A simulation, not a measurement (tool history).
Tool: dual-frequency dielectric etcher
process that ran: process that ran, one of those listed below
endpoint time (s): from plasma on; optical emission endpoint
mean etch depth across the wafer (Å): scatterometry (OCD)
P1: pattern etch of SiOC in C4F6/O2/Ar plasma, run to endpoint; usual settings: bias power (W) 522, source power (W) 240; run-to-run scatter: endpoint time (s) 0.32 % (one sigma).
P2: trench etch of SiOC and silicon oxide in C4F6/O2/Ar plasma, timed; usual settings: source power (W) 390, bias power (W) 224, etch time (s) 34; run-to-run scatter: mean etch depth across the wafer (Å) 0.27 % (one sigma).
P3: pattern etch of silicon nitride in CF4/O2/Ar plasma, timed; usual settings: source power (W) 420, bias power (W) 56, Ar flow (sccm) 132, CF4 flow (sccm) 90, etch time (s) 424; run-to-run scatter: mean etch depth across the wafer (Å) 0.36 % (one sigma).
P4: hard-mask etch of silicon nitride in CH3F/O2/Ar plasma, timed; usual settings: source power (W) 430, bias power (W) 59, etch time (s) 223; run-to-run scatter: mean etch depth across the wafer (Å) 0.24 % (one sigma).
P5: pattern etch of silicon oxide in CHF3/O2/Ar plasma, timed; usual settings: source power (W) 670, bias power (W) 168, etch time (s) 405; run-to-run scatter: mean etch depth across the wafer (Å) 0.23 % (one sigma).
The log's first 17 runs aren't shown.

| run | hour | process that ran | bias power (W) | source power (W) | Ar flow (sccm) | CF4 flow (sccm) | etch time (s) | hours since the last wet clean | hours since the last bias power generator calibration | hours since the last source power generator calibration | endpoint time (s) | mean etch depth across the wafer (Å) |
|---|---|---|---|---|---|---|---|---|---|---|---|---|
| 18 | 155.3 | P1 | 522 | 310 |  |  |  | 557.3 | 874.8 | 2381.6 | 16.944 |  |
| 19 | 164.8 | P2 | 224 | 390 |  |  | 34 | 566.8 | 884.3 | 2391.1 |  | 727.44 |
| 20 | 173.3 | P4 | 59 | 430 |  |  | 151 | 575.3 | 892.8 | 2399.6 |  | 1005.70 |
|  | 179.3 | source power generator calibrated |
| 21 | 182.0 | P1 | 522 | 240 |  |  |  | 584.0 | 901.5 | 2.8 | 18.723 |  |
| 22 | 188.0 | P1 | 522 | 240 |  |  |  | 590.0 | 907.5 | 8.8 | 18.726 |  |
| 23 | 193.3 | P1 | 522 | 240 |  |  |  | 595.3 | 912.8 | 14.1 | 18.602 |  |
| 24 | 202.4 | P3 | 79 | 420 | 132 | 90 | 424 | 604.4 | 921.9 | 23.2 |  | 8002.20 |
| 25 | 208.6 | P4 | 59 | 590 |  |  | 223 | 610.6 | 928.1 | 29.4 |  | 1686.30 |
| 26 | 216.8 | P3 | 56 | 420 | 98 | 90 | 424 | 618.8 | 936.3 | 37.6 |  | 7197.10 |
| 27 | 222.5 | P2 | 224 | 390 |  |  | 34 | 624.5 | 942.0 | 43.3 |  | 725.65 |
| 28 | 233.3 | P2 | 271 | 390 |  |  | 34 | 635.3 | 952.8 | 54.1 |  | 773.23 |

Forecast run 29:
| 29 | 238.6 | P5 | 168 | 670 |  |  | 405 | 640.6 | 958.1 | 59.4 |  | ? |

Run 29 gave mean etch depth across the wafer (Å) 8328.60.
